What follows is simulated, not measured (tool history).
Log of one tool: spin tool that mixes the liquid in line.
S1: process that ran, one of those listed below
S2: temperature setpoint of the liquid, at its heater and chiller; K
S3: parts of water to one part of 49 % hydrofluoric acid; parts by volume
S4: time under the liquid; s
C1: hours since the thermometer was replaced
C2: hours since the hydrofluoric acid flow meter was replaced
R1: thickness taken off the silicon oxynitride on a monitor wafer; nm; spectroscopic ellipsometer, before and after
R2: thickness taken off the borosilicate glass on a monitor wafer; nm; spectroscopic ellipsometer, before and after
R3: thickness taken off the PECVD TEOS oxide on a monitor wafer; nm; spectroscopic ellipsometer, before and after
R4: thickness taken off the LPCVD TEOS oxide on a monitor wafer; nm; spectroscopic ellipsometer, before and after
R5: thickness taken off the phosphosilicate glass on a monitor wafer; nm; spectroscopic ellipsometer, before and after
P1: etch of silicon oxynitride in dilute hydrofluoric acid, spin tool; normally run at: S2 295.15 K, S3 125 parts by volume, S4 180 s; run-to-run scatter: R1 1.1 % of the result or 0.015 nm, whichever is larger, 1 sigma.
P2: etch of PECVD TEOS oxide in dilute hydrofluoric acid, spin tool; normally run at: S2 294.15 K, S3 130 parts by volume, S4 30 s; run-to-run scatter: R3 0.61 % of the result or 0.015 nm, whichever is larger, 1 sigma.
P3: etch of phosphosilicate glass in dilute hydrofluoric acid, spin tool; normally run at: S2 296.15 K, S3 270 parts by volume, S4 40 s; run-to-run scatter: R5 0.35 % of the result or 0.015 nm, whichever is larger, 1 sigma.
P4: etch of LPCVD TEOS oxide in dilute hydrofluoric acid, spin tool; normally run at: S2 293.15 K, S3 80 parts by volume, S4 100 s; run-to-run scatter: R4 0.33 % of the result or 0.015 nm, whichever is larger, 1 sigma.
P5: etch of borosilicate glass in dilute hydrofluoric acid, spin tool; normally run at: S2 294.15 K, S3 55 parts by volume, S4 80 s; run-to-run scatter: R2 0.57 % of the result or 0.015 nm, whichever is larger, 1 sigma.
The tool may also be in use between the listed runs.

run 1 day=0.479 | S1=P1 S2=295.15 S3=125 S4=180 | C1=227.3 C2=924.3 | R1=2.4561
run 2 day=0.858 | S1=P5 S2=290.15 S3=55 S4=80 | C1=236.4 C2=933.4 | R2=32.548
run 3 day=1.104 | S1=P2 S2=294.15 S3=185 S4=30 | C1=242.3 C2=939.3 | R3=3.4035
run 4 day=1.512 | S1=P5 S2=294.15 S3=55 S4=25 | C1=252.1 C2=949.1 | R2=12.102
run 5 day=1.979 | S1=P4 S2=293.15 S3=30 S4=100 | C1=263.3 C2=960.3 | R4=67.4120
run 6 day=2.242 | S1=P1 S2=295.15 S3=125 S4=180 | C1=269.6 C2=966.6 | R1=2.4116
run 7 day=2.608 | S1=P1 S2=290.15 S3=125 S4=180 | C1=278.4 C2=975.4 | R1=1.9111
run 8 day=3.029 | S1=P2 S2=294.15 S3=130 S4=15 | C1=288.5 C2=985.5 | R3=2.5337
run 9 day=3.254 | S1=P1 S2=295.15 S3=125 S4=180 | C1=293.9 C2=990.9 | R1=2.4452
run 10 day=3.508 | S1=P1 S2=295.15 S3=125 S4=180 | C1=300.0 C2=997.0 | R1=2.4376
run 11 day=3.942 | S1=P2 S2=294.15 S3=130 S4=30 | C1=310.4 C2=1007.4 | R3=5.1495
run 12 day=4.408 | S1=P5 S2=294.15 S3=55 S4=80 | C1=321.6 C2=1018.6 | R2=38.532
run 13 day=4.804 | S1=P3 S2=296.15 S3=270 S4=70 | C1=331.1 C2=1028.1 | R5=22.5110
run 14 day=5.079 | S1=P3 S2=296.15 S3=270 S4=40 | C1=337.7 C2=1034.7 | R5=12.8530
run 15 day=5.317 | S1=P1 S2=295.15 S3=225 S4=180 | C1=343.4 C2=1040.4 | R1=1.2687
run 16 day=5.654 | S1=P2 S2=290.15 S3=130 S4=30 | C1=351.5 C2=1048.5 | R3=4.4176
run 17 day=6.021 | S1=P1 S2=295.15 S3=125 S4=85 | C1=360.3 C2=1057.3 | R1=1.1578
run 18 day=6.425 | S1=P1 S2=290.15 S3=50 S4=180 | C1=370.0 C2=1067.0 | R1=4.9329
run 19 day=6.821 | S1=P1 S2=295.15 S3=125 S4=280 | C1=379.5 C2=1076.5 | R1=3.8813
run 20 day=7.233 | S1=P1 S2=290.15 S3=125 S4=320 | C1=389.4 C2=1086.4 | R1=3.4073
run 21 day=7.571 | S1=P4 S2=293.15 S3=80 S4=100 | C1=397.5 C2=1094.5 | R4=23.7840
run 22 day=7.821 | S1=P3 S2=296.15 S3=450 S4=40 | C1=403.5 C2=1100.5 | R5=6.5087
run 23 day=8.229 | S1=P2 S2=294.15 S3=130 S4=30 | C1=413.3 C2=1110.3 | R3=5.1379
run 24 day=8.525 | S1=P4 S2=290.15 S3=80 S4=100 | C1=420.4 C2=1117.4 | R4=20.9300
run 25 day=8.912 | S1=P4 S2=293.15 S3=80 S4=100 | C1=429.7 C2=1126.7 | R4=23.9090
run 26 day=9.412 | S1=P1 S2=295.15 S3=125 S4=180 | C1=441.7 C2=1138.7 | R1=2.4389
run 27 day=9.775 | S1=P1 S2=295.15 S3=45 S4=180 | C1=450.4 C2=1147.4 | R1=7.0313
run 28 day=10.008 | S1=P4 S2=293.15 S3=80 S4=15 | C1=456.0 C2=1153.0 | R4=3.5889
run 29 day=10.454 | S1=P1 S2=299.65 S3=125 S4=180 | C1=466.7 C2=1163.7 | R1=3.0309
run 30 day=10.808 | S1=P3 S2=296.15 S3=270 S4=40 | C1=475.2 C2=1172.2 | R5=12.9360
run 31 day=11.046 | S1=P1 S2=295.15 S3=125 S4=180 | C1=480.9 C2=1177.9 | R1=2.4355
run 32 day=11.333 | S1=P5 S2=294.15 S3=20 S4=80 | C1=487.8 C2=1184.8 | R2=110.820
run 33 day=11.588 | S1=P3 S2=303.65 S3=270 S4=40 | C1=493.9 C2=1190.9 | R5=16.6110
run 34 day=11.812 | S1=P1 S2=295.15 S3=125 S4=180 | C1=499.3 C2=1196.3 | R1=2.4416
run 35 day=12.154 | S1=P1 S2=295.15 S3=125 S4=180 | C1=507.5 C2=1204.5 | R1=2.4358
run 36 day=12.392 | S1=P1 S2=295.15 S3=125 S4=180 | C1=513.2 C2=1210.2 | R1=2.5388
run 37 day=12.850 | S1=P1 S2=295.15 S3=125 S4=180 | C1=524.2 C2=1221.2 | R1=2.5581
run 38 day=13.338 | S1=P1 S2=295.15 S3=125 S4=180 | C1=535.9 C2=1232.9 | R1=2.6011
run 39 day=13.721 | S1=P1 S2=295.15 S3=125 S4=180 | C1=545.1 C2=1242.1 | R1=2.6500
run 40 day=13.954 | S1=P1 S2=295.15 S3=125 S4=180 | C1=550.7 C2=1247.7 | R1=2.6402
run 41 day=14.346 | S1=P1 S2=295.15 S3=125 S4=180 | C1=560.1 C2=1257.1 | R1=2.7127
run 42 day=14.679 | S1=P1 S2=295.15 S3=125 S4=180 | C1=568.1 C2=1265.1 | R1=2.6886
run 43 day=15.183 | S1=P1 S2=295.15 S3=125 S4=180 | C1=580.2 C2=1277.2 | R1=2.6599
run 44 day=15.592 | S1=P1 S2=295.15 S3=125 S4=180 | C1=590.0 C2=1287.0 | R1=2.6662

What P1 gives has crept away from where it was. These 2 causes fit the log equally well, each at the size given:
A: hydrofluoric acid flow above the setpoint (%) = 9.37
B: liquid hotter than its thermometer reads (K) = 2.09
The creep began at about day 12.154.

4 check runs are offered, one wafer each, their results left as question marks. Which one tells the causes apart?
run check 1 day=16.000 | S1=P4 S2=293.15 S3=45 S4=15 | R4=?
run check 2 day=16.000 | S1=P2 S2=290.15 S3=130 S4=15 | R3=?
run check 3 day=16.000 | S1=P5 S2=290.15 S3=55 S4=80 | R2=?
run check 4 day=16.000 | S1=P3 S2=299.65 S3=420 S4=40 | R5=?

What each check would give under each cause:
check=check_1 result=R4 if_A=7.2595 if_B=7.2162
check=check_2 result=R3 if_A=2.4224 if_B=2.3864
check=check_3 result=R2 if_A=35.834 if_B=35.659
check=check_4 result=R5 if_A=9.1172 if_B=8.5982
How far apart the two closest causes lie, in the result that separates them most: check 1 0.6 %; check 2 1.5 %; check 3 0.49 %; check 4 5.86 %
Only check 4 tells the causes apart: in the others they would give nearly the same result.

Then check 4 was run and gave: R5 9.1204 nm. Which cause is it?

It is A: hydrofluoric acid flow above the setpoint (%).
